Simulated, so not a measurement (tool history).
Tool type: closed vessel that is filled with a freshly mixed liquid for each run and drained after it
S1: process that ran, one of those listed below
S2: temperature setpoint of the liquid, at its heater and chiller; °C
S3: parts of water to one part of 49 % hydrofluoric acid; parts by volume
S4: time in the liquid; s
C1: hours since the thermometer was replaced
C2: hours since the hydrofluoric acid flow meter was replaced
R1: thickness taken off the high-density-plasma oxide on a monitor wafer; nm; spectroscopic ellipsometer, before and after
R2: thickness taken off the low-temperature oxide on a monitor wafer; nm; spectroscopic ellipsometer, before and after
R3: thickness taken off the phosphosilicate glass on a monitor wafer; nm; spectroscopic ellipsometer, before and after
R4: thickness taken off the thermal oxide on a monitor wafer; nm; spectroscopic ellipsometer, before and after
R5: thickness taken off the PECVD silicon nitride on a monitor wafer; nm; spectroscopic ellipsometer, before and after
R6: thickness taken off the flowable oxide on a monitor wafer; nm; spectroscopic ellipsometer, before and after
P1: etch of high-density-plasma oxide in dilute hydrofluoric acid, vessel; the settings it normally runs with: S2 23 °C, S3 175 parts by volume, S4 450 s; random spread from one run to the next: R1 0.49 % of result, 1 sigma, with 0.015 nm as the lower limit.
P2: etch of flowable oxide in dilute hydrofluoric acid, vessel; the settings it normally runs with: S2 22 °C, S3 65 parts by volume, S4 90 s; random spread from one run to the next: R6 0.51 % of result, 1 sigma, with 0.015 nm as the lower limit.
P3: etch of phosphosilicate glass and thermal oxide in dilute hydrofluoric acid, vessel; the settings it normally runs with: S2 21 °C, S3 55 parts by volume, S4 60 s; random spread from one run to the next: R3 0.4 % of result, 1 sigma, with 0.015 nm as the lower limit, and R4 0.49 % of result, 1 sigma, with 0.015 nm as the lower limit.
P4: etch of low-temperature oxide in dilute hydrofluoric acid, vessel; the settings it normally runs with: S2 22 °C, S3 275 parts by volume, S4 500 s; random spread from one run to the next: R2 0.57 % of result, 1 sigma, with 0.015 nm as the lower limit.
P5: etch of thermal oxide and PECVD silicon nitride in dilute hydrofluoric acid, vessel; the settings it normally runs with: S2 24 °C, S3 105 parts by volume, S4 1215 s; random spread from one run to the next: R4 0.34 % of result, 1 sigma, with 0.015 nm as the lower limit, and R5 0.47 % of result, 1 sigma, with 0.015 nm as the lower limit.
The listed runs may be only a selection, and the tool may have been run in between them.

run 1 hour=3.8 | S1=P1 S2=23 S3=175 S4=450 | C1=1589.3 C2=872.7 | R1=11.448
run 2 hour=7.3 | S1=P4 S2=22 S3=430 S4=500 | C1=1592.8 C2=876.2 | R2=23.567
run 3 hour=10.1 | S1=P1 S2=17 S3=50 S4=450 | C1=1595.6 C2=879 | R1=36.167
run 4 hour=14.1 | S1=P3 S2=28.5 S3=55 S4=60 | C1=1599.6 C2=883 | R3=161.12 R4=6.7803
run 5 hour=16.7 | S1=P5 S2=17 S3=105 S4=1215 | C1=1602.2 C2=885.6 | R4=41.07 R5=31.988
run 6 hour=19.8 | S1=P2 S2=22 S3=65 S4=90 | C1=1605.3 C2=888.7 | R6=39.192
run 7 hour=24.3 | S1=P3 S2=21 S3=55 S4=60 | C1=1609.8 C2=893.2 | R3=117.8 R4=4.9994
run 8 hour=28.5 | S1=P3 S2=21 S3=75 S4=60 | C1=1614 C2=897.4 | R3=84.732 R4=3.5474
run 9 hour=31.7 | S1=P1 S2=23 S3=175 S4=715 | C1=1617.2 C2=900.6 | R1=18.284
run 10 hour=35.7 | S1=P4 S2=22 S3=275 S4=500 | C1=1621.2 C2=904.6 | R2=42.941
run 11 hour=39.7 | S1=P1 S2=23 S3=175 S4=450 | C1=1625.2 C2=908.6 | R1=11.443
run 12 hour=42 | S1=P4 S2=22 S3=275 S4=85 | C1=1627.5 C2=910.9 | R2=7.2059
run 13 hour=46.6 | S1=P1 S2=23 S3=175 S4=450 | C1=1632.1 C2=915.5 | R1=11.354
run 14 hour=51.2 | S1=P5 S2=24 S3=105 S4=1215 | C1=1636.7 C2=920.1 | R4=54.512 R5=51.808
run 15 hour=56.2 | S1=P1 S2=17 S3=175 S4=450 | C1=1641.7 C2=925.1 | R1=9.0753
run 16 hour=60.9 | S1=P1 S2=23 S3=175 S4=450 | C1=1646.4 C2=929.8 | R1=11.513
run 17 hour=64.7 | S1=P2 S2=22 S3=65 S4=90 | C1=1650.2 C2=933.6 | R6=38.962
run 18 hour=67.9 | S1=P1 S2=23 S3=175 S4=150 | C1=1653.4 C2=936.8 | R1=3.8415
run 19 hour=72.2 | S1=P3 S2=21 S3=55 S4=30 | C1=1657.7 C2=941.1 | R3=59.453 R4=2.4843
run 20 hour=75.1 | S1=P4 S2=27.5 S3=275 S4=500 | C1=1660.6 C2=944 | R2=51.603
run 21 hour=79.4 | S1=P1 S2=23 S3=45 S4=865 | C1=1664.9 C2=948.3 | R1=100.22
run 22 hour=82.6 | S1=P1 S2=23 S3=300 S4=450 | C1=1668.1 C2=951.5 | R1=5.8826
run 23 hour=87 | S1=P3 S2=21 S3=55 S4=60 | C1=1672.5 C2=955.9 | R3=118.52 R4=4.982
run 24 hour=91.8 | S1=P5 S2=24 S3=105 S4=30 | C1=1677.3 C2=960.7 | R4=1.3441 R5=1.2818
run 25 hour=96.9 | S1=P4 S2=22 S3=275 S4=500 | C1=1682.4 C2=965.8 | R2=42.624
run 26 hour=101.5 | S1=P1 S2=27.5 S3=175 S4=450 | C1=1687 C2=970.4 | R1=13.598
run 27 hour=103.9 | S1=P2 S2=22 S3=65 S4=35 | C1=1689.4 C2=972.8 | R6=15.283
run 28 hour=108.4 | S1=P1 S2=23 S3=65 S4=450 | C1=1693.9 C2=977.3 | R1=35.203
run 29 hour=112.5 | S1=P2 S2=22 S3=40 S4=90 | C1=1698 C2=981.4 | R6=66.244
run 30 hour=116.8 | S1=P5 S2=24 S3=160 S4=1215 | C1=1702.3 C2=985.7 | R4=33.598 R5=34.354
run 31 hour=121.5 | S1=P2 S2=26.5 S3=65 S4=90 | C1=1707 C2=990.4 | R6=47.21
run 32 hour=125.5 | S1=P1 S2=23 S3=175 S4=450 | C1=1711 C2=994.4 | R1=11.398
run 33 hour=129.6 | S1=P1 S2=23 S3=175 S4=450 | C1=1715.1 C2=998.5 | R1=11.757
run 34 hour=133.8 | S1=P1 S2=23 S3=175 S4=450 | C1=1719.3 C2=1002.7 | R1=11.95
run 35 hour=138.3 | S1=P1 S2=23 S3=175 S4=450 | C1=1723.8 C2=1007.2 | R1=12.021
run 36 hour=143.2 | S1=P1 S2=23 S3=175 S4=450 | C1=1728.7 C2=1012.1 | R1=12.316
run 37 hour=147.1 | S1=P1 S2=23 S3=175 S4=450 | C1=1732.6 C2=1016 | R1=12.2
run 38 hour=150.9 | S1=P1 S2=23 S3=175 S4=450 | C1=1736.4 C2=1019.8 | R1=12.366
run 39 hour=153.7 | S1=P1 S2=23 S3=175 S4=450 | C1=1739.2 C2=1022.6 | R1=12.331
run 40 hour=156.8 | S1=P1 S2=23 S3=175 S4=450 | C1=1742.3 C2=1025.7 | R1=12.405
run 41 hour=159.9 | S1=P1 S2=23 S3=175 S4=450 | C1=1745.4 C2=1028.8 | R1=12.308
run 42 hour=163.2 | S1=P1 S2=23 S3=175 S4=450 | C1=1748.7 C2=1032.1 | R1=12.33

Something has made what P1 gives creep away from where it was; the 2 causes below, each at its own stated size, fit the log equally well:
A: hydrofluoric acid flow above the setpoint (%) = 5.93
B: liquid hotter than its thermometer reads (K) = 1.82
The process output started creeping at around hour 125.5.

Of the 4 check runs listed below, each run on one wafer and each result written as a question mark, which would let you distinguish the listed causes because they would give clearly different results?
run check 1 hour=166.5 | S1=P2 S2=26 S3=65 S4=55 | R6=?
run check 2 hour=166.5 | S1=P5 S2=17.5 S3=105 S4=145 | R4=? R5=?
run check 3 hour=166.5 | S1=P4 S2=22 S3=355 S4=115 | R2=?
run check 4 hour=166.5 | S1=P3 S2=28 S3=55 S4=30 | R3=? R4=?

Predicted outcomes, by check and by cause:
check=check_1 result=R6 if_A=30.017 if_B=30.308
check=check_2 result=R4 if_A=5.3417 if_B=5.4051
check=check_2 result=R5 if_A=4.2217 if_B=4.5251
check=check_3 result=R2 if_A=7.6175 if_B=7.5169
check=check_4 result=R3 if_A=83.63 if_B=84.436
check=check_4 result=R4 if_A=3.5208 if_B=3.5548
Gap, in per cent, between the two causes that each check separates least, read from the result that separates them most: check 1 0.97 %; check 2 6.94 %; check 3 1.33 %; check 4 0.96 %
Check 2 is the one run that separates the causes; every other check would come out nearly the same whichever cause is at work.

With check 2 done, the readings were: R4 5.3195 nm; R5 4.2528 nm. Identify which of the listed causes applies.

Of the candidate causes, it is A: hydrofluoric acid flow above the setpoint (%).
